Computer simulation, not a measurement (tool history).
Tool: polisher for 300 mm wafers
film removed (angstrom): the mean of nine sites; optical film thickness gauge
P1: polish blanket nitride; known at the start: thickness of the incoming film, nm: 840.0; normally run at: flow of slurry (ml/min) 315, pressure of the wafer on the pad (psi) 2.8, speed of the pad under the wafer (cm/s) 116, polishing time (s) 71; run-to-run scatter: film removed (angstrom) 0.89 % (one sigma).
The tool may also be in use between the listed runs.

run	day	flow of slurry (ml/min)	pressure of the wafer on the pad (psi)	speed of the pad under the wafer (cm/s)	polishing time (s)	wafers polished on this pad	hours since the slurry nozzle was cleaned	hours since the head pressure was calibrated	film removed (angstrom)
1	0.379	315	2.8	116	71	295	127.9	283	1146.3
2	0.812	315	2.8	116	71	397	138.3	293.4	1138.5
3	1.138	190	2.8	116	71	474	146.1	301.2	1103.2
4	1.625	455	2.8	116	71	589	157.8	312.9	1186.8
5	2.038	315	2.8	70	71	686	167.7	322.8	773.99
6	2.438	315	2.8	116	96	780	177.3	332.4	1587.3
7	2.771	315	2.8	116	71	858	185.3	340.4	1146.1
8	3.183	190	4.1	116	71	955	195.2	350.3	1594.5
9	3.483	315	1.3	116	71	1026	202.4	357.5	535.37
10	3.742	315	4.4	116	71	1087	208.6	363.7	1798
11	4.1	315	2.8	174	92	1171	217.2	372.3	2078.6
12	4.471	315	2.8	116	71	1258	226.1	381.2	1165.4
13	4.838	190	2.8	116	44	1345	234.9	390	673.28
14	5.279	315	2.8	116	43	1449	245.5	400.6	685.53
15	5.671	315	2.8	116	71	1541	254.9	410	1177.1
16	5.992	315	2.8	176	71	1616	262.6	417.7	1623
17	6.462	315	2.8	116	71	1727	273.9	429	1147.9
18	6.846	315	2.8	116	71	1817	283.1	438.2	1135
19	7.25	315	2.8	116	71	1913	292.8	447.9	1116.2
# day 7.646: head pressure recalibrated
20	7.696	315	2.8	116	71	2017	303.5	1.3	1133.2
21	7.933	315	2.8	116	71	2073	309.2	7	1121

Run 22 comes next. What will it give?
22	8.204	315	2.8	116	71	2137	315.7	13.5	?

film removed (angstrom): 1087.8
